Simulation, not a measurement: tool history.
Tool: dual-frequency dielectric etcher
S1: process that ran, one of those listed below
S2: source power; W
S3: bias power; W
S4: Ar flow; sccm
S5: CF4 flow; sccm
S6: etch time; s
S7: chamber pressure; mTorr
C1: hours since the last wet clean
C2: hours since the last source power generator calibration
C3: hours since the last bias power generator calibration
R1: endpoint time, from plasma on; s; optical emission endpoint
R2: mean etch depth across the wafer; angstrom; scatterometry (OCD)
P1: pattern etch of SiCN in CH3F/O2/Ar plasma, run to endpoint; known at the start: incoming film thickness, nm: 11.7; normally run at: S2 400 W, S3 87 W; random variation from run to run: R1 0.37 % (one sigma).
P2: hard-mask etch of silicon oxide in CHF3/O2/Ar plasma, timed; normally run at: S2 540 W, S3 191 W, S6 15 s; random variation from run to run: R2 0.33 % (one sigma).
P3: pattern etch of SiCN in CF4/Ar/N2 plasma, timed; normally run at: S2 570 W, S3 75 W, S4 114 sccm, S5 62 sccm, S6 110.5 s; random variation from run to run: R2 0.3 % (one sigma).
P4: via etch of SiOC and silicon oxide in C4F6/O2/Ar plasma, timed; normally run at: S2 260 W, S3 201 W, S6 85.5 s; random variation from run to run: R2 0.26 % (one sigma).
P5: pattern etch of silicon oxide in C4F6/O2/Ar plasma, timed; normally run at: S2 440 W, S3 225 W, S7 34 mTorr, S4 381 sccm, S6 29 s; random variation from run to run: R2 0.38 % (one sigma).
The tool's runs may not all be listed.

run 1 hour=7 | S1=P1 S2=400 S3=87 | C1=404 C2=765 C3=3016.2 | R1=28.416
run 2 hour=15.9 | S1=P1 S2=520 S3=62 | C1=412.9 C2=773.9 C3=3025.1 | R1=28.974
run 3 hour=21.8 | S1=P3 S2=570 S3=75 S4=88 S5=62 S6=110.5 | C1=418.8 C2=779.8 C3=3031 | R2=1212.8
run 4 hour=28 | S1=P1 S2=400 S3=87 | C1=425 C2=786 C3=3037.2 | R1=28.627
run 5 hour=37.2 | S1=P3 S2=570 S3=75 S4=114 S5=62 S6=110.5 | C1=434.2 C2=795.2 C3=3046.4 | R2=1161
run 6 hour=43.9 | S1=P5 S2=440 S3=225 S4=381 S6=22.5 S7=34 | C1=440.9 C2=801.9 C3=3053.1 | R2=759.04
run 7 hour=49.2 | S1=P1 S2=400 S3=87 | C1=446.2 C2=807.2 C3=3058.4 | R1=28.573
run 8 hour=54.9 | S1=P1 S2=400 S3=87 | C1=451.9 C2=812.9 C3=3064.1 | R1=28.399
run 9 hour=62.7 | S1=P5 S2=440 S3=225 S4=232 S6=29 S7=34 | C1=459.7 C2=820.7 C3=3071.9 | R2=1030.1
run 10 hour=69.6 | S1=P4 S2=260 S3=201 S6=57 | C1=466.6 C2=827.6 C3=3078.8 | R2=566.14
run 11 hour=76.2 | S1=P1 S2=280 S3=110 | C1=473.2 C2=834.2 C3=3085.4 | R1=29.659
run 12 hour=80.5 | S1=P1 S2=400 S3=114 | C1=477.5 C2=838.5 C3=3089.7 | R1=25.664
run 13 hour=85.9 | S1=P3 S2=350 S3=75 S4=114 S5=62 S6=110.5 | C1=482.9 C2=843.9 C3=3095.1 | R2=754.15
run 14 hour=94.6 | S1=P2 S2=760 S3=191 S6=15 | C1=491.6 C2=852.6 C3=3103.8 | R2=327.86
run 15 hour=102.8 | S1=P4 S2=260 S3=201 S6=85.5 | C1=499.8 C2=860.8 C3=3112 | R2=851.02
run 16 hour=108.5 | S1=P5 S2=440 S3=225 S4=381 S6=29 S7=44.5 | C1=505.5 C2=866.5 C3=3117.7 | R2=940.29
run 17 hour=117.6 | S1=P2 S2=540 S3=191 S6=15 | C1=514.6 C2=875.6 C3=3126.8 | R2=289.14
run 18 hour=124.5 | S1=P3 S2=570 S3=44 S4=114 S5=62 S6=110.5 | C1=521.5 C2=882.5 C3=3133.7 | R2=967.43
run 19 hour=129.9 | S1=P1 S2=400 S3=87 | C1=526.9 C2=887.9 C3=3139.1 | R1=28.433
run 20 hour=136.4 | S1=P4 S2=260 S3=201 S6=85.5 | C1=533.4 C2=894.4 C3=3145.6 | R2=849.11
run 21 hour=144.4 | S1=P2 S2=540 S3=143 S6=15 | C1=541.4 C2=902.4 C3=3153.6 | R2=261.08
run 22 hour=149.4 | S1=P3 S2=570 S3=75 S4=114 S5=62 S6=110.5 | C1=546.4 C2=907.4 C3=3158.6 | R2=1163.8
run 23 hour=154.6 | S1=P3 S2=570 S3=75 S4=114 S5=39 S6=110.5 | C1=551.6 C2=912.6 C3=3163.8 | R2=1083.2
run 24 hour=159.5 | S1=P4 S2=260 S3=241 S6=85.5 | C1=556.5 C2=917.5 C3=3168.7 | R2=905.83
run 25 hour=166.7 | S1=P1 S2=500 S3=87 | C1=563.7 C2=924.7 C3=3175.9 | R1=26.281
run 26 hour=173 | S1=P3 S2=570 S3=75 S4=114 S5=62 S6=146 | C1=570 C2=931 C3=3182.2 | R2=1535.6
-- hour=177.6 source power generator calibrated
run 27 hour=177.9 | S1=P5 S2=440 S3=283 S4=381 S6=29 S7=34 | C1=574.9 C2=0.4 C3=3187.1 | R2=1040.5
run 28 hour=183.2 | S1=P1 S2=300 S3=66 | C1=580.2 C2=5.7 C3=3192.4 | R1=34.993
run 29 hour=190.1 | S1=P4 S2=320 S3=201 S6=85.5 | C1=587.1 C2=12.6 C3=3199.3 | R2=917.29
run 30 hour=198.6 | S1=P2 S2=540 S3=191 S6=22 | C1=595.6 C2=21.1 C3=3207.8 | R2=421.59

Run 31 comes next. What will it give?
run 31 hour=203.9 | S1=P1 S2=400 S3=87 | C1=600.9 C2=26.4 C3=3213.1 | R1=?

R1: 28.524 s

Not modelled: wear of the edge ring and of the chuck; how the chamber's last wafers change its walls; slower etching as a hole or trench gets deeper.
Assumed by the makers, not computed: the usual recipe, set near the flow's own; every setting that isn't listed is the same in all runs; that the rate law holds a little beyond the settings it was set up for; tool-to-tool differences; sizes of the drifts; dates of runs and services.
